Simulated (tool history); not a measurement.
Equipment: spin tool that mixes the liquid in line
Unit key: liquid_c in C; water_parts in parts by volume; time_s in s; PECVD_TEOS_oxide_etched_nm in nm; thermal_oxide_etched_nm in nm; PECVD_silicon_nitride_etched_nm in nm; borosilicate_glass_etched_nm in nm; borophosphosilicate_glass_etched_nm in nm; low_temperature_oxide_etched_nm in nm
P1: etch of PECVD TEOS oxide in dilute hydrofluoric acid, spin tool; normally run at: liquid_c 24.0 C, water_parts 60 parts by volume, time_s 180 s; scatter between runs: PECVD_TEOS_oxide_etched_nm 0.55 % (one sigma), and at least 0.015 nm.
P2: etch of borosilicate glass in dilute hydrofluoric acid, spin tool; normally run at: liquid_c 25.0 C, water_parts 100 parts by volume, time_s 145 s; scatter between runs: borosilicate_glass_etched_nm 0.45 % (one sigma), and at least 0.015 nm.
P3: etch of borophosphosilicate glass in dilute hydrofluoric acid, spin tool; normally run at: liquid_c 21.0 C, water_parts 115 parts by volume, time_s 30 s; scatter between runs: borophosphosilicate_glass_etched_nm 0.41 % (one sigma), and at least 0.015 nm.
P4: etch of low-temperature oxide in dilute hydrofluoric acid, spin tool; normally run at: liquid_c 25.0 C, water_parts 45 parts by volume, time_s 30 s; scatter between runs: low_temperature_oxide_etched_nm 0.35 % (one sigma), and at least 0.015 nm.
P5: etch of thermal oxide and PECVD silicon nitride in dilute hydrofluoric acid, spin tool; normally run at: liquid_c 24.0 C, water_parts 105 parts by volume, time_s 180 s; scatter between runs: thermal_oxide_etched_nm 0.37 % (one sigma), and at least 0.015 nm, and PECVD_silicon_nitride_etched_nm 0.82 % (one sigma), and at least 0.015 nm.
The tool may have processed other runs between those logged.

run	hour	process	liquid_c	water_parts	time_s	hours since the thermometer was replaced	hours since the hydrofluoric acid flow meter was replaced	PECVD_TEOS_oxide_etched_nm	thermal_oxide_etched_nm	PECVD_silicon_nitride_etched_nm	borosilicate_glass_etched_nm	borophosphosilicate_glass_etched_nm	low_temperature_oxide_etched_nm
1	10.9	P1	24.0	60	180	1452.6	230.9	30.195					
2	18.4	P5	24.0	105	270	1460.1	238.4		11.0830	4.4660			
3	29.3	P1	24.0	100	180	1471.0	249.3	17.138					
4	40.5	P1	24.0	60	360	1482.2	260.5	60.252					
5	46.5	P5	19.0	105	180	1488.2	266.5		6.0558	2.0777			
6	51.7	P1	24.0	60	180	1493.4	271.7	30.036					
7	58.9	P2	25.0	180	145	1500.6	278.9				30.257		
8	65.0	P1	17.0	60	180	1506.7	285.0	22.348					
9	74.3	P3	21.0	115	30	1516.0	294.3					6.3782	
10	80.0	P1	20.0	95	180	1521.7	300.0	15.443					
11	86.7	P1	24.0	60	180	1528.4	306.7	29.807					
12	98.4	P4	25.0	45	30	1540.1	318.4						10.8400
13	110.5	P1	29.5	60	180	1552.2	330.5	37.500					
14	121.1	P1	24.0	60	180	1562.8	341.1	29.949					
15	127.0	P1	24.0	30	180	1568.7	347.0	62.601					
16	134.2	P3	21.0	115	15	1575.9	354.2					3.1796	
17	142.4	P2	31.5	100	145	1584.1	362.4				76.314		
18	147.7	P5	24.0	35	180	1589.4	367.7		24.3880	8.6697			
19	154.9	P2	25.0	100	145	1596.6	374.9				59.805		
20	161.1	P2	25.0	100	45	1602.8	381.1				18.551		
21	170.3	P3	28.5	115	30	1612.0	390.3					8.5160	
22	179.4	P1	24.0	60	70	1621.1	399.4	11.588					
23	189.6	P4	25.0	45	55	1631.3	409.6						19.8550
24	198.4	P3	21.0	20	30	1640.1	418.4					41.1260	
25	207.2	P4	25.0	20	30	1648.9	427.2						25.2650
26	215.2	P1	24.0	60	180	1656.9	435.2	29.981					
27	223.6	P1	24.0	60	180	1665.3	443.6	29.965					
28	233.6	P4	18.5	45	30	1675.3	453.6						8.2852
29	243.5	P1	24.0	60	180	1685.2	463.5	30.088					
30	252.8	P5	24.0	105	180	1694.5	472.8		7.4235	2.9121			
31	259.7	P1	28.0	90	180	1701.4	479.7	22.642					
32	271.0	P1	24.0	60	180	1712.7	491.0	30.248					
33	280.6	P1	24.0	60	180	1722.3	500.6	28.567					
34	286.2	P1	24.0	60	180	1727.9	506.2	28.117					
35	294.3	P1	24.0	60	180	1736.0	514.3	27.925					
36	304.2	P1	24.0	60	180	1745.9	524.2	27.242					
37	313.8	P1	24.0	60	180	1755.5	533.8	27.406					
38	319.3	P1	24.0	60	180	1761.0	539.3	27.076					
39	327.4	P1	24.0	60	180	1769.1	547.4	27.433					

The log shows P1 creeping away from where it was. Any of the 2 causes listed here, at the size stated for it, fits the log just as well as the others:
A: hydrofluoric acid flow below the setpoint (%) = 8.45
B: liquid colder than its thermometer reads (K) = 2.32
Creep in the process output first set in at about hour 271.0.

Below are 4 check runs, each averaged over 2 wafers, with their results shown as question marks. Which of them would give clearly different results depending on which cause is behind the drift?
check 1	335.5	P4	25.0	45	30								?
check 2	335.5	P5	24.0	105	180				?	?			
check 3	335.5	P2	25.0	100	145						?		
check 4	335.5	P3	21.0	115	30							?	

What every check run would give for each of its results, assuming each possible cause in turn:
check	result	if A	if B
check 1	low_temperature_oxide_etched_nm	9.8884	9.8676
check 2	thermal_oxide_etched_nm	6.7066	6.7567
check 2	PECVD_silicon_nitride_etched_nm	2.6819	2.5085
check 3	borosilicate_glass_etched_nm	53.902	54.323
check 4	borophosphosilicate_glass_etched_nm	5.7658	5.7977
Smallest distance between any two causes, each pair judged by its most separating result, in per cent: check 1 0.21 %; check 2 6.68 %; check 3 0.78 %; check 4 0.55 %
Only check 2 tells the causes apart: in the others they would give nearly the same result.

With check 2 done, the readings were: thermal_oxide_etched_nm 6.7644 nm; PECVD_silicon_nitride_etched_nm 2.5349 nm. Identify which of the listed causes applies.

The cause is B: liquid colder than its thermometer reads (K).
